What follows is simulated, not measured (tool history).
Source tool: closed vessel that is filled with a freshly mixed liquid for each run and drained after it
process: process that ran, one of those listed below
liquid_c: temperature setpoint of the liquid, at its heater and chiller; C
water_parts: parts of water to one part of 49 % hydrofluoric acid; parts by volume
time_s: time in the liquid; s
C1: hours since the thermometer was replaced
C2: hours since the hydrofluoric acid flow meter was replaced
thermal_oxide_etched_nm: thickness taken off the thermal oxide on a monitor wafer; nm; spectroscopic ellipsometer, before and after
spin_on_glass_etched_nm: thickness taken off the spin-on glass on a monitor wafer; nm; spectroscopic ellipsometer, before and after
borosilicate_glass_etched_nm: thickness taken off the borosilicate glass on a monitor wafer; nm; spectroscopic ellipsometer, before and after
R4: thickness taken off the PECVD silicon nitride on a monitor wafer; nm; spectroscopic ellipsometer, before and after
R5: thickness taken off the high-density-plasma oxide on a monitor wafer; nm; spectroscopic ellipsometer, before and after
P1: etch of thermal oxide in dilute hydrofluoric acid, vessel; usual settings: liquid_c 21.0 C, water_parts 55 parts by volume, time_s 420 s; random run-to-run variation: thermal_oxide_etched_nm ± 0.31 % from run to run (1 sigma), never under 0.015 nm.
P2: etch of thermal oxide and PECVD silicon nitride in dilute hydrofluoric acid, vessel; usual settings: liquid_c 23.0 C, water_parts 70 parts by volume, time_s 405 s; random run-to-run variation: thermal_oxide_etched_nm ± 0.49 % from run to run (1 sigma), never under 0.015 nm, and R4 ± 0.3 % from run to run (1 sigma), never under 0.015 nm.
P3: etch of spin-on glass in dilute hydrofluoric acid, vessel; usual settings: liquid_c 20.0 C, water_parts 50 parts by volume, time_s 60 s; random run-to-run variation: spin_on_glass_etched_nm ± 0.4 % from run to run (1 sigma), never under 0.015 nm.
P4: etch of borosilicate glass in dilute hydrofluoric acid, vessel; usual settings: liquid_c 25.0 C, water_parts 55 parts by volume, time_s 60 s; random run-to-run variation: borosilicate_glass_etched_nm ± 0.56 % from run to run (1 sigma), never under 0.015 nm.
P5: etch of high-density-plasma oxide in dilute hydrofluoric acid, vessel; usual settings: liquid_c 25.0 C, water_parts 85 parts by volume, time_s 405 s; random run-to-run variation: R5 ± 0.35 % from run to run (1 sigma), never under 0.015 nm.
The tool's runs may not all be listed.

Run 1, day 0.167: process P1, liquid_c 21.0 C, water_parts 55 parts by volume, time_s 420 s; C1 1297.5; C2 446.6. Result: thermal_oxide_etched_nm 33.814 nm.
Run 2, day 0.425: process P1, liquid_c 21.0 C, water_parts 55 parts by volume, time_s 180 s; C1 1303.7; C2 452.8. Result: thermal_oxide_etched_nm 14.414 nm.
Run 3, day 0.608: process P3, liquid_c 17.0 C, water_parts 50 parts by volume, time_s 60 s; C1 1308.1; C2 457.2. Result: spin_on_glass_etched_nm 39.272 nm.
Run 4, day 0.775: process P4, liquid_c 25.0 C, water_parts 55 parts by volume, time_s 60 s; C1 1312.1; C2 461.2. Result: borosilicate_glass_etched_nm 37.045 nm.
Run 5, day 0.908: process P1, liquid_c 17.0 C, water_parts 55 parts by volume, time_s 420 s; C1 1315.3; C2 464.4. Result: thermal_oxide_etched_nm 28.324 nm.
Run 6, day 1.167: process P4, liquid_c 25.0 C, water_parts 20 parts by volume, time_s 60 s; C1 1321.5; C2 470.6. Result: borosilicate_glass_etched_nm 107.800 nm.
Run 7, day 1.342: process P2, liquid_c 17.0 C, water_parts 70 parts by volume, time_s 405 s; C1 1325.7; C2 474.8. Result: thermal_oxide_etched_nm 20.732 nm, R4 16.093 nm.
Run 8, day 1.571: process P5, liquid_c 25.0 C, water_parts 150 parts by volume, time_s 405 s; C1 1331.2; C2 480.3. Result: R5 13.376 nm.
Run 9, day 1.742: process P1, liquid_c 25.5 C, water_parts 30 parts by volume, time_s 420 s; C1 1335.3; C2 484.4. Result: thermal_oxide_etched_nm 76.697 nm.
Run 10, day 1.996: process P5, liquid_c 25.0 C, water_parts 85 parts by volume, time_s 405 s; C1 1341.4; C2 490.5. Result: R5 25.533 nm.
Run 11, day 2.246: process P1, liquid_c 21.0 C, water_parts 55 parts by volume, time_s 420 s; C1 1347.4; C2 496.5. Result: thermal_oxide_etched_nm 33.683 nm.
Run 12, day 2.400: process P5, liquid_c 17.0 C, water_parts 85 parts by volume, time_s 405 s; C1 1351.1; C2 500.2. Result: R5 18.449 nm.
Run 13, day 2.608: process P1, liquid_c 26.5 C, water_parts 55 parts by volume, time_s 420 s; C1 1356.1; C2 505.2. Result: thermal_oxide_etched_nm 42.358 nm.
Run 14, day 2.746: process P1, liquid_c 21.0 C, water_parts 55 parts by volume, time_s 645 s; C1 1359.4; C2 508.5. Result: thermal_oxide_etched_nm 52.092 nm.
Run 15, day 2.938: process P1, liquid_c 21.0 C, water_parts 55 parts by volume, time_s 420 s; C1 1364.0; C2 513.1. Result: thermal_oxide_etched_nm 33.621 nm.
Run 16, day 3.062: process P1, liquid_c 21.0 C, water_parts 55 parts by volume, time_s 420 s; C1 1367.0; C2 516.1. Result: thermal_oxide_etched_nm 33.802 nm.
Run 17, day 3.217: process P2, liquid_c 23.0 C, water_parts 70 parts by volume, time_s 405 s; C1 1370.7; C2 519.8. Result: thermal_oxide_etched_nm 26.766 nm, R4 24.376 nm.
Run 18, day 3.479: process P1, liquid_c 21.0 C, water_parts 55 parts by volume, time_s 420 s; C1 1377.0; C2 526.1. Result: thermal_oxide_etched_nm 33.572 nm.
Run 19, day 3.617: process P3, liquid_c 20.0 C, water_parts 50 parts by volume, time_s 60 s; C1 1380.3; C2 529.4. Result: spin_on_glass_etched_nm 44.469 nm.
Run 20, day 3.871: process P1, liquid_c 27.5 C, water_parts 20 parts by volume, time_s 420 s; C1 1386.4; C2 535.5. Result: thermal_oxide_etched_nm 127.380 nm.
Run 21, day 4.138: process P4, liquid_c 17.0 C, water_parts 55 parts by volume, time_s 60 s; C1 1392.8; C2 541.9. Result: borosilicate_glass_etched_nm 26.367 nm.
Run 22, day 4.329: process P2, liquid_c 23.0 C, water_parts 70 parts by volume, time_s 405 s; C1 1397.4; C2 546.5. Result: thermal_oxide_etched_nm 26.313 nm, R4 24.306 nm.
Run 23, day 4.479: process P5, liquid_c 25.0 C, water_parts 85 parts by volume, time_s 650 s; C1 1401.0; C2 550.1. Result: R5 41.034 nm.
Run 24, day 4.675: process P3, liquid_c 20.0 C, water_parts 50 parts by volume, time_s 105 s; C1 1405.7; C2 554.8. Result: spin_on_glass_etched_nm 77.202 nm.
Run 25, day 4.917: process P1, liquid_c 21.0 C, water_parts 20 parts by volume, time_s 420 s; C1 1411.5; C2 560.6. Result: thermal_oxide_etched_nm 95.916 nm.
Run 26, day 5.054: process P5, liquid_c 25.0 C, water_parts 85 parts by volume, time_s 405 s; C1 1414.8; C2 563.9. Result: R5 25.672 nm.
Run 27, day 5.229: process P2, liquid_c 23.0 C, water_parts 70 parts by volume, time_s 215 s; C1 1419.0; C2 568.1. Result: thermal_oxide_etched_nm 14.046 nm, R4 12.924 nm.
Run 28, day 5.479: process P1, liquid_c 21.0 C, water_parts 95 parts by volume, time_s 790 s; C1 1425.0; C2 574.1. Result: thermal_oxide_etched_nm 35.061 nm.
Run 29, day 5.662: process P2, liquid_c 23.0 C, water_parts 20 parts by volume, time_s 405 s; C1 1429.4; C2 578.5. Result: thermal_oxide_etched_nm 100.020 nm, R4 82.036 nm.
Run 30, day 5.942: process P1, liquid_c 21.0 C, water_parts 90 parts by volume, time_s 420 s; C1 1436.1; C2 585.2. Result: thermal_oxide_etched_nm 19.699 nm.
Run 31, day 6.117: process P4, liquid_c 25.0 C, water_parts 55 parts by volume, time_s 30 s; C1 1440.3; C2 589.4. Result: borosilicate_glass_etched_nm 18.545 nm.
Run 32, day 6.288: process P3, liquid_c 20.0 C, water_parts 90 parts by volume, time_s 60 s; C1 1444.4; C2 593.5. Result: spin_on_glass_etched_nm 23.697 nm.

The next listed run, before its measurement:
Run 33, day 6.521: process P1, liquid_c 21.0 C, water_parts 55 parts by volume, time_s 420 s; C1 1450.0; C2 599.1. Result: thermal_oxide_etched_nm ?.

Run 33 yielded thermal_oxide_etched_nm 33.860 nm.
